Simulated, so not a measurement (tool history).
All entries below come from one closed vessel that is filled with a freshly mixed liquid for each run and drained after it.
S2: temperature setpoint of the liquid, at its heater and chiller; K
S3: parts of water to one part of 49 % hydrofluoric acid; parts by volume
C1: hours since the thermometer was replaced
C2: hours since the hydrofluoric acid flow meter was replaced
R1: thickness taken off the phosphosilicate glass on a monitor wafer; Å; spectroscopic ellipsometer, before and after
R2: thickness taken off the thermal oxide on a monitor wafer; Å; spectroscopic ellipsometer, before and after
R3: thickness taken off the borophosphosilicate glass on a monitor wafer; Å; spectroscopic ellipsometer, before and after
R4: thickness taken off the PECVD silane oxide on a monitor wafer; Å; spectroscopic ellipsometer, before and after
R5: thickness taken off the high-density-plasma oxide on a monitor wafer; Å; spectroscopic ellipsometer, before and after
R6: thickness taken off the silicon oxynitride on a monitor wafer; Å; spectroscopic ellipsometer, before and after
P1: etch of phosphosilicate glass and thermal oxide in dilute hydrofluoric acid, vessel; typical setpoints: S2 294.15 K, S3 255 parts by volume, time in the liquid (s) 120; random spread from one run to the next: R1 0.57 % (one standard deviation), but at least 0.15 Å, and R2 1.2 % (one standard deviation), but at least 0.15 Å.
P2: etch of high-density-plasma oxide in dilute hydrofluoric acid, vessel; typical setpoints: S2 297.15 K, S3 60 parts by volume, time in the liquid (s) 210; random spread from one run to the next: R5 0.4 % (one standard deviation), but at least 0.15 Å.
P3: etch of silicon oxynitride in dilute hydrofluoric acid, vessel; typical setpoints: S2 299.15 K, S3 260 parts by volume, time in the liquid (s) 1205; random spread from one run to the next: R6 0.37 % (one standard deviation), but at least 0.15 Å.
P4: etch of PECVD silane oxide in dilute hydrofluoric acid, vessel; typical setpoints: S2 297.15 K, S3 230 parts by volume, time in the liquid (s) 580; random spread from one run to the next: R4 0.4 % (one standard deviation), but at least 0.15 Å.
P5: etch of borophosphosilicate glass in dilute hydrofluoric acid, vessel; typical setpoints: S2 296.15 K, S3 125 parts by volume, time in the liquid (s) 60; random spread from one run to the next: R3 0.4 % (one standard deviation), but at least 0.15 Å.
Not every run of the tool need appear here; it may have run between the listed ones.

{"run": 1, "hour": 14.7, "process that ran": "P1", "S2": 294.15, "S3": 255, "time in the liquid (s)": 120, "C1": 1708.1, "C2": 386.6, "R1": 501.74, "R2": 18.206}
{"run": 2, "hour": 22.6, "process that ran": "P1", "S2": 301.65, "S3": 255, "time in the liquid (s)": 120, "C1": 1716, "C2": 394.5, "R1": 653.45, "R2": 23.725}
{"run": 3, "hour": 35.4, "process that ran": "P5", "S2": 291.15, "S3": 125, "time in the liquid (s)": 60, "C1": 1728.8, "C2": 407.3, "R3": 164.01}
{"run": 4, "hour": 45.1, "process that ran": "P4", "S2": 290.15, "S3": 230, "time in the liquid (s)": 580, "C1": 1738.5, "C2": 417, "R4": 421.5}
{"run": 5, "hour": 54.5, "process that ran": "P1", "S2": 294.15, "S3": 365, "time in the liquid (s)": 170, "C1": 1747.9, "C2": 426.4, "R1": 446.72, "R2": 16.927}
{"run": 6, "hour": 69.6, "process that ran": "P1", "S2": 294.15, "S3": 100, "time in the liquid (s)": 120, "C1": 1763, "C2": 441.5, "R1": 1506.7, "R2": 55.328}
{"run": 7, "hour": 83.8, "process that ran": "P2", "S2": 290.15, "S3": 60, "time in the liquid (s)": 210, "C1": 1777.2, "C2": 455.7, "R5": 191.89}
{"run": 8, "hour": 93.0, "process that ran": "P2", "S2": 297.15, "S3": 60, "time in the liquid (s)": 210, "C1": 1786.4, "C2": 464.9, "R5": 258.58}
{"run": 9, "hour": 105.5, "process that ran": "P3", "S2": 299.15, "S3": 260, "time in the liquid (s)": 1205, "C1": 1798.9, "C2": 477.4, "R6": 149.51}
{"run": 10, "hour": 113.7, "process that ran": "P2", "S2": 297.15, "S3": 60, "time in the liquid (s)": 30, "C1": 1807.1, "C2": 485.6, "R5": 37.052}
{"run": 11, "hour": 127.0, "process that ran": "P4", "S2": 297.15, "S3": 230, "time in the liquid (s)": 1150, "C1": 1820.4, "C2": 498.9, "R4": 1088.9}
{"run": 12, "hour": 138.7, "process that ran": "P1", "S2": 294.15, "S3": 255, "time in the liquid (s)": 120, "C1": 1832.1, "C2": 510.6, "R1": 499.73, "R2": 18.577}
{"run": 13, "hour": 149.2, "process that ran": "P1", "S2": 290.15, "S3": 255, "time in the liquid (s)": 30, "C1": 1842.6, "C2": 521.1, "R1": 107.17, "R2": 4.0686}
{"run": 14, "hour": 158.3, "process that ran": "P1", "S2": 294.15, "S3": 255, "time in the liquid (s)": 170, "C1": 1851.7, "C2": 530.2, "R1": 716.72, "R2": 26.537}
{"run": 15, "hour": 165.4, "process that ran": "P5", "S2": 296.15, "S3": 125, "time in the liquid (s)": 60, "C1": 1858.8, "C2": 537.3, "R3": 200.59}
{"run": 16, "hour": 172.5, "process that ran": "P1", "S2": 290.15, "S3": 255, "time in the liquid (s)": 120, "C1": 1865.9, "C2": 544.4, "R1": 430.5, "R2": 16.288}
{"run": 17, "hour": 187.4, "process that ran": "P5", "S2": 296.15, "S3": 225, "time in the liquid (s)": 60, "C1": 1880.8, "C2": 559.3, "R3": 99.447}
{"run": 18, "hour": 199.5, "process that ran": "P4", "S2": 297.15, "S3": 100, "time in the liquid (s)": 580, "C1": 1892.9, "C2": 571.4, "R4": 1462.6}
{"run": 19, "hour": 206.3, "process that ran": "P3", "S2": 299.15, "S3": 50, "time in the liquid (s)": 1205, "C1": 1899.7, "C2": 578.2, "R6": 929.01}
{"run": 20, "hour": 218.6, "process that ran": "P3", "S2": 299.15, "S3": 260, "time in the liquid (s)": 345, "C1": 1912, "C2": 590.5, "R6": 42.959}
{"run": 21, "hour": 231.8, "process that ran": "P3", "S2": 306.15, "S3": 260, "time in the liquid (s)": 1205, "C1": 1925.2, "C2": 603.7, "R6": 198.56}
{"run": 22, "hour": 247.0, "process that ran": "P5", "S2": 296.15, "S3": 125, "time in the liquid (s)": 30, "C1": 1940.4, "C2": 618.9, "R3": 100.86}
{"run": 23, "hour": 258.0, "process that ran": "P1", "S2": 294.15, "S3": 365, "time in the liquid (s)": 120, "C1": 1951.4, "C2": 629.9, "R1": 314.94, "R2": 11.693}
{"run": 24, "hour": 268.1, "process that ran": "P1", "S2": 294.15, "S3": 255, "time in the liquid (s)": 120, "C1": 1961.5, "C2": 640, "R1": 505.36, "R2": 18.12}
{"run": 25, "hour": 280.2, "process that ran": "P1", "S2": 294.15, "S3": 255, "time in the liquid (s)": 30, "C1": 1973.6, "C2": 652.1, "R1": 126.41, "R2": 4.8297}
{"run": 26, "hour": 290.9, "process that ran": "P1", "S2": 294.15, "S3": 255, "time in the liquid (s)": 120, "C1": 1984.3, "C2": 662.8, "R1": 496.01, "R2": 18.397}
{"run": 27, "hour": 305.8, "process that ran": "P2", "S2": 297.15, "S3": 25, "time in the liquid (s)": 210, "C1": 1999.2, "C2": 677.7, "R5": 649.93}
{"run": 28, "hour": 318.9, "process that ran": "P3", "S2": 299.15, "S3": 260, "time in the liquid (s)": 1205, "C1": 2012.3, "C2": 690.8, "R6": 150.26}
{"run": 29, "hour": 329.5, "process that ran": "P1", "S2": 294.15, "S3": 255, "time in the liquid (s)": 120, "C1": 2022.9, "C2": 701.4, "R1": 503.35, "R2": 18.394}
{"run": 30, "hour": 340.2, "process that ran": "P1", "S2": 294.15, "S3": 400, "time in the liquid (s)": 225, "C1": 2033.6, "C2": 712.1, "R1": 527.87, "R2": 20.047}
{"run": 31, "hour": 347.7, "process that ran": "P1", "S2": 294.15, "S3": 255, "time in the liquid (s)": 120, "C1": 2041.1, "C2": 719.6, "R1": 499.75, "R2": 18.234}
{"run": 32, "hour": 361.4, "process that ran": "P4", "S2": 297.15, "S3": 230, "time in the liquid (s)": 580, "C1": 2054.8, "C2": 733.3, "R4": 550.99}
{"run": 33, "hour": 368.6, "process that ran": "P1", "S2": 294.15, "S3": 255, "time in the liquid (s)": 120, "C1": 2062, "C2": 740.5, "R1": 505.33, "R2": 18.531}
{"run": 34, "hour": 381.4, "process that ran": "P1", "S2": 294.15, "S3": 255, "time in the liquid (s)": 120, "C1": 2074.8, "C2": 753.3, "R1": 481.22, "R2": 17.619}
{"run": 35, "hour": 393.0, "process that ran": "P1", "S2": 294.15, "S3": 255, "time in the liquid (s)": 120, "C1": 2086.4, "C2": 764.9, "R1": 469.97, "R2": 17.488}
{"run": 36, "hour": 406.9, "process that ran": "P1", "S2": 294.15, "S3": 255, "time in the liquid (s)": 120, "C1": 2100.3, "C2": 778.8, "R1": 467.57, "R2": 17.385}
{"run": 37, "hour": 420.3, "process that ran": "P1", "S2": 294.15, "S3": 255, "time in the liquid (s)": 120, "C1": 2113.7, "C2": 792.2, "R1": 465.75, "R2": 16.973}
{"run": 38, "hour": 432.3, "process that ran": "P1", "S2": 294.15, "S3": 255, "time in the liquid (s)": 120, "C1": 2125.7, "C2": 804.2, "R1": 462.77, "R2": 17.159}
{"run": 39, "hour": 445.9, "process that ran": "P1", "S2": 294.15, "S3": 255, "time in the liquid (s)": 120, "C1": 2139.3, "C2": 817.8, "R1": 458.92, "R2": 16.578}
{"run": 40, "hour": 453.7, "process that ran": "P1", "S2": 294.15, "S3": 255, "time in the liquid (s)": 120, "C1": 2147.1, "C2": 825.6, "R1": 464.43, "R2": 16.831}

The log shows P1 creeping away from where it was. Any of the 2 causes listed here, at the size stated for it, fits the log just as well as the others:
A: liquid colder than its thermometer reads (K) = 2.28
B: hydrofluoric acid flow below the setpoint (%) = 6.6
The drift started at roughly hour 368.6.

The check runs listed below each take one wafer, and their results are still question marks. Under which run would the listed causes lead to clearly different results?
{"run": "check 1", "hour": 461.5, "process that ran": "P3", "S2": 304.15, "S3": 260, "time in the liquid (s)": 460, "R6": "?"}
{"run": "check 2", "hour": 461.5, "process that ran": "P5", "S2": 296.15, "S3": 220, "time in the liquid (s)": 40, "R3": "?"}
{"run": "check 3", "hour": 461.5, "process that ran": "P2", "S2": 290.15, "S3": 25, "time in the liquid (s)": 210, "R5": "?"}
{"run": "check 4", "hour": 461.5, "process that ran": "P4", "S2": 297.15, "S3": 230, "time in the liquid (s)": 1015, "R4": "?"}

Expected result of each check under each candidate cause:
check=check_1 result=R6 if_A=64.114 if_B=64.649
check=check_2 result=R3 if_A=62.783 if_B=62.85
check=check_3 result=R5 if_A=434.02 if_B=447.83
check=check_4 result=R4 if_A=884.16 if_B=883.02
How far apart the two closest causes lie, in the result that separates them most: check 1 0.83 %; check 2 0.11 %; check 3 3.13 %; check 4 0.13 %
Check 3 is the one run that separates the causes; every other check would come out nearly the same whichever cause is at work.

With check 3 done, the readings were: R5 447.47 Å. Identify which of the listed causes applies.

It is B: hydrofluoric acid flow below the setpoint (%).
